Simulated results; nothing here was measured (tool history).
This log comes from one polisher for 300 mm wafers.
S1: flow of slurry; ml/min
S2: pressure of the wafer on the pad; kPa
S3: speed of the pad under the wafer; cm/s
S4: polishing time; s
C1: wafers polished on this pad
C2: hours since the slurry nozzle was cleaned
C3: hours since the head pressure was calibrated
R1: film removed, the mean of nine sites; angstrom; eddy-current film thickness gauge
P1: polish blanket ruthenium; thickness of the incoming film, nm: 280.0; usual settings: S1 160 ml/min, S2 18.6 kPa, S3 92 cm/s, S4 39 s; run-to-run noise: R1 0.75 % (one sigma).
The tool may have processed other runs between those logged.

run	hour	S1	S2	S3	S4	C1	C2	C3	R1
1	10	160	18.6	92	39	840	581.4	351.3	615.89
2	22.5	160	18.6	126	39	1035	593.9	363.8	833.85
3	33.1	160	18.6	92	56	1200	604.5	374.4	880.93
4	47.3	160	18.6	56	39	1421	618.7	388.6	370.19
5	59	225	18.6	92	39	1603	630.4	400.3	631.75
6	70.1	105	11	92	39	1776	641.5	411.4	329.6
7	84.1	95	18.6	92	39	1994	655.5	425.4	547.56
8	98.4	160	18.6	92	27	2217	669.8	439.7	417.11
9	113.6	100	18.6	116	39	2453	685	454.9	692.18
10	125.3	160	18.6	92	39	2636	696.7	466.6	607.03
11	140.7	160	18.6	92	39	2875	712.1	482	595.11
12	147.8	160	24.8	92	39	2986	719.2	489.1	810.1
13	159	160	18.6	92	39	3160	730.4	500.3	600.25
14	172.7	245	18.6	114	39	3374	744.1	514	792.87
15	187.3	160	8.3	92	39	3601	758.7	528.6	267.98
16	200.8	160	18.6	92	39	3811	772.2	542.1	601.94
17	209.5	160	18.6	92	39	3947	780.9	550.8	609.54
18	224.5	160	18.6	92	39	4181	795.9	565.8	577.36
19	236.9	160	18.6	92	39	4374	808.3	578.2	564.16
20	244.4	160	18.6	92	39	4490	815.8	585.7	562.5
# hour 254: worn pad replaced by a new one
21	254	160	18.6	92	39	0	825.4	595.3	553.45
22	264.9	160	18.6	92	39	170	836.3	606.2	553.82
23	275.3	160	18.6	92	39	332	846.7	616.6	548.8

Something has made what P1 gives creep away from where it was; the 2 causes below, each at its own stated size, fit the log equally well:
A: slurry flow missing at the pad, % = 36.3
B: head's pressure below its setpoint, % = 8.66
Onset of the creep was near hour 209.5.
Every other cause this tool's parts could produce, and why it does not fit the log:
removal rate lost through wear of the pad, %: serviced at hour 254, which brought nothing back

Below are 4 check runs, each averaged over 2 wafers, with their results shown as question marks. Which of them would give clearly different results depending on which cause is behind the drift?
check 1	285.7	160	12.4	122	39				?
check 2	285.7	160	22.8	92	39				?
check 3	285.7	160	18.6	56	39				?
check 4	285.7	95	18.6	112	39				?

If the cause were each of the candidates in turn, the checks would give the following:
check	result	if A	if B
check 1	R1	489.55	489.49
check 2	R1	676.82	676.72
check 3	R1	337.07	337.02
check 4	R1	574.1	604.95
Per-check spread between the two closest causes, in the result where they differ most: check 1 0.01 %; check 2 0.01 %; check 3 0.01 %; check 4 5.24 %
The other checks would show nearly matching results whichever cause is true, so check 4 is the only one that separates the causes.

Here is what check 4 returned: R1 575.04 angstrom. Which cause is it?

Of the candidate causes, it is A: slurry flow missing at the pad, %.
